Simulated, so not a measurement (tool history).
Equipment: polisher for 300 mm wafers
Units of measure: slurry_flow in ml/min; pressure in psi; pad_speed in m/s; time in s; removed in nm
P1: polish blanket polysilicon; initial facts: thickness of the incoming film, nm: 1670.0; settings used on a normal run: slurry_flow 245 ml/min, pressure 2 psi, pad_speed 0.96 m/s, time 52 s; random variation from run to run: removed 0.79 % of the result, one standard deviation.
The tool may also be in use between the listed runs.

run    day  slurry_flow  pressure  pad_speed  time  wafers polished on this pad  hours since the slurry nozzle was cleaned  hours since the head pressure was calibrated  removed
  1    0.3          245         2       0.96    52                          677                                       88.3                                         698.5   337.65
  2  0.554          245         2       0.96    31                          752                                       94.4                                         704.6   198.23
  3  0.746          245         2       0.96    81                          808                                         99                                         709.2   529.77
  4  0.933          380         2       0.96    52                          862                                      103.5                                         713.7   347.44
  5  1.196          145         2       0.96    52                          939                                      109.8                                           720   311.82
  6  1.596          245         2       0.58    37                         1056                                      119.4                                         729.6   144.34
  7  1.958          245       1.3       1.28    52                         1162                                      128.1                                         738.3   291.07
  8  2.217          245       3.1       0.96    52                         1237                                      134.3                                         744.5    523.9
  9  2.571          245       1.4       0.96    52                         1341                                      142.8                                           753   235.79
 10  2.946          245         2       1.48    52                         1450                                      151.8                                           762   513.69
 11  3.204          245         2       0.64    52                         1525                                        158                                         768.2   227.28
 12  3.388          245         2       0.96    52                         1579                                      162.4                                         772.6   337.06
 13  3.767          245         2       0.96    52                         1690                                      171.5                                         781.7   335.15
 14  4.021          245         2       0.96    52                         1764                                      177.6                                         787.8   333.63
 15  4.379          245         2       0.96    52                         1869                                      186.2                                         796.4   340.84
 16  4.588          245       1.5       1.28    52                         1929                                      191.2                                         801.4   336.89
 17  4.921          245         2       0.96    52                         2027                                      199.2                                         809.4   334.67
 18  5.242          245         2       0.96    52                         2120                                      206.9                                         817.1    325.9
 19    5.6          245         2       0.96    52                         2225                                      215.5                                         825.7   325.11
 20  5.896          245         2       0.96    52                         2311                                      222.6                                         832.8   321.51
     6.154  -- head pressure recalibrated
 21  6.254          245         2       0.96    52                         2416                                      231.2                                           2.4   322.51
 22  6.646          245         2       0.96    52                         2530                                      240.6                                          11.8   324.36
 23  7.025          245         2       0.96    52                         2641                                      249.7                                          20.9   319.24

The log shows P1 creeping away from where it was. Any of the 2 causes listed here, at the size stated for it, fits the log just as well as the others:
A: slurry flow missing at the pad, % = 28.6
B: removal rate lost through wear of the pad, % = 4.24
The onset of the drift is placed at about day 4.921.
Each remaining cause and why it is not a fit:
head's pressure below its setpoint, %: serviced at day 6.154, which brought nothing back

Consider the 4 check runs below, whose results appear as question marks and each of which averages 5 wafers. Which one distinguishes the causes, in that each cause would give it a clearly different result?
check 1  7.404          145         2       0.96    33                                                                                                                              ?
check 2  7.404          245         3       0.96    32                                                                                                                              ?
check 3  7.404          245         2        1.3    52                                                                                                                              ?
check 4  7.404          245         2       1.36    80                                                                                                                              ?

Predicted outcomes, by check and by cause:
  check   result    if A    if B
check 1  removed   184.3  189.33
check 2  removed  296.55  296.53
check 3  removed  435.04  435.01
check 4  removed  700.18  700.13
Per-check spread between the two closest causes, in the result where they differ most: check 1 2.69 %; check 2 0.01 %; check 3 0.01 %; check 4 0.01 %
Only in check 1 would the causes give clearly different results; in the remaining checks their results would be nearly the same.

Check 1 was then run and gave: removed 189.25 nm. Which cause is it?

The cause is B: removal rate lost through wear of the pad, %.

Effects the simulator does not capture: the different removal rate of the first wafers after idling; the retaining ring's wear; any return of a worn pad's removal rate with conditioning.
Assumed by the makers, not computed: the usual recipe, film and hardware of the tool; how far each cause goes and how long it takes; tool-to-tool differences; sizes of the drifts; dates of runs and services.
